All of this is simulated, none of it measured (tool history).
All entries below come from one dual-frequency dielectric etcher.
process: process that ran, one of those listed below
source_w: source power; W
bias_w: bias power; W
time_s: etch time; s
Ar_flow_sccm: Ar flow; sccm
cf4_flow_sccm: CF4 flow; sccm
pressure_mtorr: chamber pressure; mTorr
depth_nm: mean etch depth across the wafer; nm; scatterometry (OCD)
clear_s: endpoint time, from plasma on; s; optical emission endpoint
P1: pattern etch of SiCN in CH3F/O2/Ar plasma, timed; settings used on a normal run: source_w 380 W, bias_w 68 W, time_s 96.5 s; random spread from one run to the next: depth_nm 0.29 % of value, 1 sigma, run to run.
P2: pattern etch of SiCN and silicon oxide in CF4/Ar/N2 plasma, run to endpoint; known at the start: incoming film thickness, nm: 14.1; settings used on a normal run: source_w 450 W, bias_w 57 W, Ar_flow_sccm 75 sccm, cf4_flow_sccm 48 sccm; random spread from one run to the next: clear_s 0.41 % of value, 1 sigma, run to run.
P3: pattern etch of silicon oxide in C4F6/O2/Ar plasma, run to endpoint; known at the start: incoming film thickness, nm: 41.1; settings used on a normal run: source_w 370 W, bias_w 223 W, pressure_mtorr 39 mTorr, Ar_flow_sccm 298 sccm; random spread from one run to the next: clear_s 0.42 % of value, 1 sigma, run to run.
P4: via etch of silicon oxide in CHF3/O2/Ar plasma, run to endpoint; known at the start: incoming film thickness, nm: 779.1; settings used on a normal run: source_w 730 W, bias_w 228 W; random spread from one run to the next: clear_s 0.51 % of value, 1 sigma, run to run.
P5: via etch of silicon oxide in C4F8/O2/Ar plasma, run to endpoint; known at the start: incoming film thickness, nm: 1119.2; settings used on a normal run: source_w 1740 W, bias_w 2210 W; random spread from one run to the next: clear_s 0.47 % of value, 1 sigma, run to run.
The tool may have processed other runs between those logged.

run	hour	process	source_w	bias_w	time_s	Ar_flow_sccm	cf4_flow_sccm	pressure_mtorr	hours since the last wet clean	hours since the last source power generator calibration	hours since the last bias power generator calibration	depth_nm	clear_s
1	8.2	P1	380	68	96.5				193.5	2870.4	853	34.774	
2	23.7	P5	1740	1376					209	2885.9	868.5		255.21
3	31.8	P2	450	57		75	48		217.1	2894	876.6		17.489
4	49.1	P4	730	144					234.4	2911.3	893.9		397.21
5	56.9	P4	730	228					242.2	2919.1	901.7		345.6
6	66.3	P3	370	223		239		39	251.6	2928.5	911.1		12.394
# hour 67.6: bias power generator calibrated
7	75.5	P1	290	68	96.5				260.8	2937.7	7.9	31.601	
8	89	P1	510	68	63				274.3	2951.2	21.4	25.518	
9	103.5	P2	450	57		75	66		288.8	2965.7	35.9		16.497
10	112.9	P1	270	68	75.5				298.2	2975.1	45.3	24.084	
11	121	P2	630	57		75	48		306.3	2983.2	53.4		12.895
12	134.7	P1	450	68	96.5				320	2996.9	67.1	37.11	
13	149.1	P3	370	223		298		31.5	334.4	3011.3	81.5		12.446
# hour 162: source power generator calibrated
14	164.6	P1	380	68	96.5				349.9	2.7	97	34.823	
15	176.4	P4	730	228					361.7	14.5	108.8		340.06
16	191.5	P2	450	37		75	48		376.8	29.6	123.9		19.866
17	201.6	P5	1740	2210					386.9	39.7	134		225.52
18	216.7	P5	1740	2210					402	54.8	149.1		224.33
19	233	P1	380	68	96.5				418.3	71.1	165.4	34.846	
20	243.3	P1	540	68	116				428.6	81.4	175.7	47.654	
21	254.8	P1	380	68	96.5				440.1	92.9	187.2	34.98	
22	263.3	P2	450	57		92	48		448.6	101.4	195.7		17.846
23	273.8	P1	380	68	59				459.1	111.9	206.2	21.246	
24	288.8	P3	370	223		298		39	474.1	126.9	221.2		12.729
25	302.8	P4	900	228					488.1	140.9	235.2		315.93
26	310.8	P1	380	88	96.5				496.1	148.9	243.2	38.157	
# hour 311.4: wet clean of the chamber
27	328.3	P5	2080	2210					17	166.4	260.7		208.12
28	339.9	P1	380	50	96.5				28.6	178	272.3	31.45	
29	350.8	P3	370	298		298		39	39.5	188.9	283.2		11.573
30	363.5	P1	380	68	121				52.2	201.6	295.9	43.587	
31	376.7	P3	270	223		298		39	65.4	214.8	309.1		14.394
32	392.8	P1	380	68	96.5				81.5	230.9	325.2	34.834	
33	410.4	P2	450	57		75	48		99.1	248.5	342.8		17.487
34	426.6	P1	380	68	96.5				115.3	264.7	359	35.028	
35	439.7	P1	380	68	96.5				128.4	277.8	372.1	35.108	
36	451	P1	380	68	96.5				139.7	289.1	383.4	35.124	
37	464.9	P1	380	68	96.5				153.6	303	397.3	35.223	
38	476.3	P1	380	68	96.5				165	314.4	408.7	35.493	
39	488.8	P1	380	68	96.5				177.5	326.9	421.2	35.391	
40	498.6	P1	380	68	96.5				187.3	336.7	431	35.375	
# hour 501.2: wet clean of the chamber
41	512.5	P1	380	68	96.5				11.3	350.6	444.9	35.194	
42	526.1	P1	380	68	96.5				24.9	364.2	458.5	35.353	
43	536.8	P1	380	68	96.5				35.6	374.9	469.2	35.413	
44	546.4	P1	380	68	96.5				45.2	384.5	478.8	35.281	
45	563.5	P1	380	68	96.5				62.3	401.6	495.9	35.468	

The log shows P1 creeping away from where it was. Any of the 2 causes listed here, at the size stated for it, fits the log just as well as the others:
A: bias power that arrives over what is set, % = 4.27
B: source power that arrives over what is set, % = 3.98
The gradual shift began around hour 426.6.
Each remaining cause and why it is not a fit:
chamber walls in a state that raises the etch rate, %: its service at hour 501.2 followed the start of the drift and did not put the process back to its old value

Of the 4 check runs below, each run on 2 wafers with the results averaged and each result still a question mark, which one would tell the listed causes apart?
check 1	580.6	P5	1740	2210									?
check 2	580.6	P4	730	228									?
check 3	580.6	P2	450	57		75	48						?
check 4	580.6	P3	370	223		298		39					?

Predicted outcomes, by check and by cause:
check	result	if A	if B
check 1	clear_s	220.87	220.19
check 2	clear_s	337.4	337.33
check 3	clear_s	17.177	16.82
check 4	clear_s	12.575	12.561
Smallest distance between any two causes, each pair judged by its most separating result, in per cent: check 1 0.31 %; check 2 0.02 %; check 3 2.1 %; check 4 0.11 %
Of the check runs offered, only check 3 discriminates between the causes; the rest would read about the same regardless of which cause applies.

Here is what check 3 returned: clear_s 16.742 s. Which cause is it?

It is B: source power that arrives over what is set, %.
